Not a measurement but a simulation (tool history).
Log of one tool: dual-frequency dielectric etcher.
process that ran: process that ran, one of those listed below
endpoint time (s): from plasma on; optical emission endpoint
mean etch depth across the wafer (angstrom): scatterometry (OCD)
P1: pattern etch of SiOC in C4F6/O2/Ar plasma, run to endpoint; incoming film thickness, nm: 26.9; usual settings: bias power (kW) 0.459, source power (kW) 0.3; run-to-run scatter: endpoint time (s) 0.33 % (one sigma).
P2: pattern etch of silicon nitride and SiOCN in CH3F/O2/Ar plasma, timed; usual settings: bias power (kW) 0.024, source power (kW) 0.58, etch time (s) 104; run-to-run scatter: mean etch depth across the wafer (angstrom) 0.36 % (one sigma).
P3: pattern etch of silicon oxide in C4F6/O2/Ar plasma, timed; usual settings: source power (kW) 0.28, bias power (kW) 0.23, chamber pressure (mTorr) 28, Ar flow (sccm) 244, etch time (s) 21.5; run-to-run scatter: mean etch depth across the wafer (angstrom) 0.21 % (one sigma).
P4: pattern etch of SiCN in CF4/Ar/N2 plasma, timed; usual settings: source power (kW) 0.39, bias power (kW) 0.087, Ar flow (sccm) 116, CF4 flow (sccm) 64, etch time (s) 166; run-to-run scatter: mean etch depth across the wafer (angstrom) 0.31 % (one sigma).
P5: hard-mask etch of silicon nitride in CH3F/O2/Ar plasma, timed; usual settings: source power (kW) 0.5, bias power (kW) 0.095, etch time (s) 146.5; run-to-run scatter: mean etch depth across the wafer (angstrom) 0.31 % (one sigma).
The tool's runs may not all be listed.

run   hour  process that ran  bias power (kW)  source power (kW)  etch time (s)  Ar flow (sccm)  CF4 flow (sccm)  chamber pressure (mTorr)  hours since the last wet clean  hours since the last bias power generator calibration  hours since the last source power generator calibration  endpoint time (s)  mean etch depth across the wafer (angstrom)
  1   11.3                P1            0.459                0.3                                                                                                      83.7                                                 1172.6                                                    777.3             10.245
  2   20.4                P5            0.095                0.5          146.5                                                                                       92.8                                                 1181.7                                                    786.4                                                          1245.2
  3     28                P4            0.087               0.39            166             156               64                                                     100.4                                                 1189.3                                                      794                                                          1267.6
  4   38.8                P1            0.459                0.3                                                                                                     111.2                                                 1200.1                                                    804.8              10.27
  5   53.8                P4            0.087               0.51            166             116               64                                                     126.2                                                 1215.1                                                    819.8                                                          1664.2
  6   62.8                P4            0.087               0.39            166             116               64                                                     135.2                                                 1224.1                                                    828.8                                                          1317.6
  7   78.3                P3             0.23               0.28           21.5             244                                         39                           150.7                                                 1239.6                                                    844.3                                                          623.95
  8   86.6                P3            0.172               0.28           21.5             244                                         28                             159                                                 1247.9                                                    852.6                                                          588.18
  9   98.6                P5            0.095                0.5          146.5                                                                                        171                                                 1259.9                                                    864.6                                                          1244.8
 10    112                P5            0.095               0.32          146.5                                                                                      184.4                                                 1273.3                                                      878                                                          1053.3
     117.4  -- wet clean of the chamber
 11  119.9                P5            0.095                0.5            207                                                                                        2.5                                                 1281.2                                                    885.9                                                            1753
 12  136.8                P4            0.087               0.39          122.5             116               64                                                      19.4                                                 1298.1                                                    902.8                                                          978.79
 13  148.9                P1            0.459               0.39                                                                                                      31.5                                                 1310.2                                                    914.9             9.2613
 14  163.3                P3             0.23               0.17           21.5             244                                         28                            45.9                                                 1324.6                                                    929.3                                                           539.1
 15  171.3                P2            0.024               0.36            104                                                                                       53.9                                                 1332.6                                                    937.3                                                          140.66
 16  181.3                P2            0.016               0.58            104                                                                                       63.9                                                 1342.6                                                    947.3                                                          139.77
 17  197.9                P1            0.588                0.3                                                                                                      80.5                                                 1359.2                                                    963.9             9.3829
 18  210.5                P1            0.459               0.17                                                                                                      93.1                                                 1371.8                                                    976.5             12.639
 19  224.4                P3             0.23               0.28             28             244                                         28                             107                                                 1385.7                                                    990.4                                                          846.98
 20  235.3                P3             0.23               0.28           21.5             244                                         28                           117.9                                                 1396.6                                                   1001.3                                                          649.31
 21  245.6                P1            0.459                0.3                                                                                                     128.2                                                 1406.9                                                   1011.6             10.168
 22  256.8                P1            0.459                0.3                                                                                                     139.4                                                 1418.1                                                   1022.8              10.26
 23  266.1                P3             0.23               0.28           21.5             164                                         28                           148.7                                                 1427.4                                                   1032.1                                                          678.95
 24  278.2                P2            0.024               0.58           77.5                                                                                      160.8                                                 1439.5                                                   1044.2                                                          122.45
 25  286.9                P1            0.316                0.3                                                                                                     169.5                                                 1448.2                                                   1052.9             11.754
 26  298.2                P2            0.024               0.58            104                                                                                      180.8                                                 1459.5                                                   1064.2                                                          165.34
 27  311.9                P1            0.459                0.3                                                                                                     194.5                                                 1473.2                                                   1077.9             10.266
 28  327.2                P5            0.073                0.5          146.5                                                                                      209.8                                                 1488.5                                                   1093.2                                                          1130.8
 29  343.2                P1            0.568               0.24                                                                                                     225.8                                                 1504.5                                                   1109.2             10.219
 30  354.4                P4            0.087               0.39            166             116               50                                                       237                                                 1515.7                                                   1120.4                                                            1270
 31  365.9                P2            0.024               0.58            104                                                                                      248.5                                                 1527.2                                                   1131.9                                                          164.97
 32  373.6                P4            0.051               0.39            166             116               64                                                     256.2                                                 1534.9                                                   1139.6                                                            1087
 33  384.7                P1            0.459                0.3                                                                                                     267.3                                                   1546                                                   1150.7             10.242
 34  399.9                P1            0.459                0.3                                                                                                     282.5                                                 1561.2                                                   1165.9             10.223
 35  408.2                P1            0.459                0.3                                                                                                     290.8                                                 1569.5                                                   1174.2             10.156
 36  420.2                P1            0.459                0.3                                                                                                     302.8                                                 1581.5                                                   1186.2             10.154
 37  428.3                P1            0.459                0.3                                                                                                     310.9                                                 1589.6                                                   1194.3              10.08
 38  444.4                P1            0.459                0.3                                                                                                       327                                                 1605.7                                                   1210.4             10.056
 39  453.3                P1            0.459                0.3                                                                                                     335.9                                                 1614.6                                                   1219.3             10.097
     459.2  -- wet clean of the chamber
 40    469                P1            0.459                0.3                                                                                                       9.9                                                 1630.3                                                     1235             10.102
 41  479.9                P1            0.459                0.3                                                                                                      20.8                                                 1641.2                                                   1245.9             10.104
 42  496.9                P1            0.459                0.3                                                                                                      37.8                                                 1658.2                                                   1262.9             10.005

What P1 gives has crept away from where it was. These 2 causes fit the log equally well, each at the size given:
A: bias power that arrives over what is set, % = 4.54
B: source power that arrives over what is set, % = 4.62
The creep began at about hour 384.7.
Why every other cause is out:
chamber walls in a state that raises the etch rate, %: serviced at hour 459.2, which brought nothing back

4 check runs are offered, one wafer each, their results left as question marks. Which one tells the causes apart?
check 1  513.9                P4            0.059               0.39            166             147               64                                                                                                                                                                                                                                         ?
check 2  513.9                P3             0.23               0.18           27.5             244                                         28                                                                                                                                                                                                               ?
check 3  513.9                P5            0.095               0.33          146.5                                                                                                                                                                                                                                                                          ?
check 4  513.9                P2            0.019               0.58           77.5                                                                                                                                                                                                                                                                          ?

What each check would give under each cause:
  check                                       result    if A    if B
check 1  mean etch depth across the wafer (angstrom)  1120.1  1146.3
check 2  mean etch depth across the wafer (angstrom)  713.34   714.4
check 3  mean etch depth across the wafer (angstrom)  1081.9  1082.3
check 4  mean etch depth across the wafer (angstrom)  113.21  112.92
How far apart the two closest causes lie, in the result that separates them most: check 1 2.32 %; check 2 0.15 %; check 3 0.04 %; check 4 0.25 %
Check 1 tells the causes apart: in the others they would give nearly the same result.

Then check 1 was run and gave: mean etch depth across the wafer (angstrom) 1120.2. Which cause is it?

It is A: bias power that arrives over what is set, %.
